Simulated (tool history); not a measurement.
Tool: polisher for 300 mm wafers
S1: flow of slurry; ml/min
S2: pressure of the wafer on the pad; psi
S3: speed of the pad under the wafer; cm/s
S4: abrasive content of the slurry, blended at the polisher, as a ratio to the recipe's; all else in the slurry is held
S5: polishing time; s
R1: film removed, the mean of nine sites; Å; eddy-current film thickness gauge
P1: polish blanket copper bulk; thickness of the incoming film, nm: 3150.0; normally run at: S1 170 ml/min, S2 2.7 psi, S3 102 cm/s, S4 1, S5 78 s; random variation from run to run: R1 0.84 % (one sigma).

Run 1, day 0.242: S1 170 ml/min, S2 2.7 psi, S3 102 cm/s, S4 1, S5 78 s. Result: R1 5929.6 Å.
Run 2, day 0.462: S1 115 ml/min, S2 2.7 psi, S3 66 cm/s, S4 1, S5 78 s. Result: R1 3564.1 Å.
Run 3, day 0.729: S1 170 ml/min, S2 4 psi, S3 102 cm/s, S4 1, S5 78 s. Result: R1 8773 Å.
Run 4, day 1.008: S1 100 ml/min, S2 2.7 psi, S3 102 cm/s, S4 1, S5 78 s. Result: R1 5325.9 Å.
Run 5, day 1.196: S1 130 ml/min, S2 2.7 psi, S3 102 cm/s, S4 1, S5 57 s. Result: R1 4111.5 Å.
Run 6, day 1.35: S1 230 ml/min, S2 2.7 psi, S3 102 cm/s, S4 1, S5 78 s. Result: R1 6084.6 Å.
Run 7, day 1.55: S1 170 ml/min, S2 2.7 psi, S3 102 cm/s, S4 0.6, S5 78 s. Result: R1 5367 Å.
Run 8, day 1.742: S1 170 ml/min, S2 2.7 psi, S3 102 cm/s, S4 1, S5 50 s. Result: R1 3754.9 Å.
Run 9, day 1.896: S1 170 ml/min, S2 2.7 psi, S3 102 cm/s, S4 1, S5 112 s. Result: R1 8529.2 Å.
Run 10, day 2.054: S1 170 ml/min, S2 2.7 psi, S3 102 cm/s, S4 1, S5 78 s. Result: R1 5934.2 Å.
Run 11, day 2.338: S1 170 ml/min, S2 2.7 psi, S3 102 cm/s, S4 1, S5 78 s. Result: R1 5909.3 Å.
Run 12, day 2.483: S1 170 ml/min, S2 1.2 psi, S3 102 cm/s, S4 1, S5 78 s. Result: R1 2595.5 Å.
Run 13, day 2.721: S1 170 ml/min, S2 2.7 psi, S3 102 cm/s, S4 1, S5 78 s. Result: R1 5900.1 Å.
Run 14, day 3: S1 170 ml/min, S2 2.7 psi, S3 102 cm/s, S4 1, S5 78 s. Result: R1 5981.4 Å.
Run 15, day 3.208: S1 170 ml/min, S2 2.7 psi, S3 160 cm/s, S4 1, S5 78 s. Result: R1 9231.4 Å.
Run 16, day 3.404: S1 170 ml/min, S2 2.7 psi, S3 102 cm/s, S4 1.25, S5 78 s. Result: R1 6193.2 Å.
Run 17, day 3.588: S1 170 ml/min, S2 2.7 psi, S3 102 cm/s, S4 1, S5 78 s. Result: R1 5870.9 Å.
Run 18, day 3.733: S1 170 ml/min, S2 2.7 psi, S3 158 cm/s, S4 0.75, S5 78 s. Result: R1 8666.6 Å.
Run 19, day 3.896: S1 170 ml/min, S2 2.7 psi, S3 58 cm/s, S4 1, S5 78 s. Result: R1 3355.8 Å.
Run 20, day 4.058: S1 170 ml/min, S2 2.7 psi, S3 102 cm/s, S4 1, S5 78 s. Result: R1 5858.1 Å.
Run 21, day 4.246: S1 170 ml/min, S2 2.7 psi, S3 102 cm/s, S4 1, S5 78 s. Result: R1 5891 Å.
Run 22, day 4.383: S1 170 ml/min, S2 2.7 psi, S3 102 cm/s, S4 1, S5 78 s. Result: R1 5831.9 Å.
Run 23, day 4.608: S1 170 ml/min, S2 2.7 psi, S3 102 cm/s, S4 1, S5 78 s. Result: R1 5786.8 Å.
Run 24, day 4.838: S1 170 ml/min, S2 2.7 psi, S3 102 cm/s, S4 1, S5 78 s. Result: R1 5651.7 Å.
Run 25, day 5: S1 170 ml/min, S2 2.7 psi, S3 102 cm/s, S4 1, S5 78 s. Result: R1 5690.1 Å.
At day 5.021: head pressure recalibrated.
Run 26, day 5.238: S1 170 ml/min, S2 2.7 psi, S3 102 cm/s, S4 1, S5 78 s. Result: R1 5526.4 Å.
Run 27, day 5.379: S1 170 ml/min, S2 2.7 psi, S3 102 cm/s, S4 1, S5 78 s. Result: R1 5588.5 Å.
At day 5.425: slurry blender recalibrated.
Run 28, day 5.658: S1 170 ml/min, S2 2.7 psi, S3 102 cm/s, S4 1, S5 78 s. Result: R1 5566.9 Å.
Run 29, day 5.825: S1 170 ml/min, S2 2.7 psi, S3 102 cm/s, S4 1, S5 78 s. Result: R1 5558.7 Å.
Run 30, day 5.979: S1 170 ml/min, S2 2.7 psi, S3 102 cm/s, S4 1, S5 78 s. Result: R1 5511.3 Å.
Run 31, day 6.188: S1 170 ml/min, S2 2.7 psi, S3 102 cm/s, S4 1, S5 78 s. Result: R1 5502.1 Å.
Run 32, day 6.388: S1 170 ml/min, S2 2.7 psi, S3 102 cm/s, S4 1, S5 78 s. Result: R1 5566.2 Å.

What P1 gives has crept away from where it was. These 2 causes fit the log equally well, each at the size given:
A: slurry flow missing at the pad, % = 30
B: removal rate lost through wear of the pad, % = 6.22
The creep began at about day 4.246.
Why every other cause is out:
head's pressure below its setpoint, %: serviced at day 5.021, which brought nothing back
abrasive missing from the slurry, %: serviced at day 5.425, which brought nothing back

4 check runs are offered, each on 5 wafers whose results are averaged, their results left as question marks. Which one tells the causes apart?
Run check 1, day 6.588: S1 170 ml/min, S2 2.7 psi, S3 156 cm/s, S4 1, S5 78 s. Result: R1 ?.
Run check 2, day 6.588: S1 170 ml/min, S2 2.7 psi, S3 102 cm/s, S4 0.7, S5 99 s. Result: R1 ?.
Run check 3, day 6.588: S1 170 ml/min, S2 1.3 psi, S3 102 cm/s, S4 1, S5 108 s. Result: R1 ?.
Run check 4, day 6.588: S1 110 ml/min, S2 3.9 psi, S3 102 cm/s, S4 1, S5 78 s. Result: R1 ?.

What each check would give under each cause:
  check  result    if A    if B
check 1      R1  8458.2  8459.6
check 2      R1  6513.5  6514.5
check 3      R1  3686.9  3687.5
check 4      R1  7139.7  7363.4
How far apart the two closest causes lie, in the result that separates them most: check 1 0.02 %; check 2 0.02 %; check 3 0.02 %; check 4 3.09 %
Check 4 tells the causes apart: in the others they would give nearly the same result.

Then check 4 was run and gave: R1 7129 Å. Which cause is it?

It is A: slurry flow missing at the pad, %.
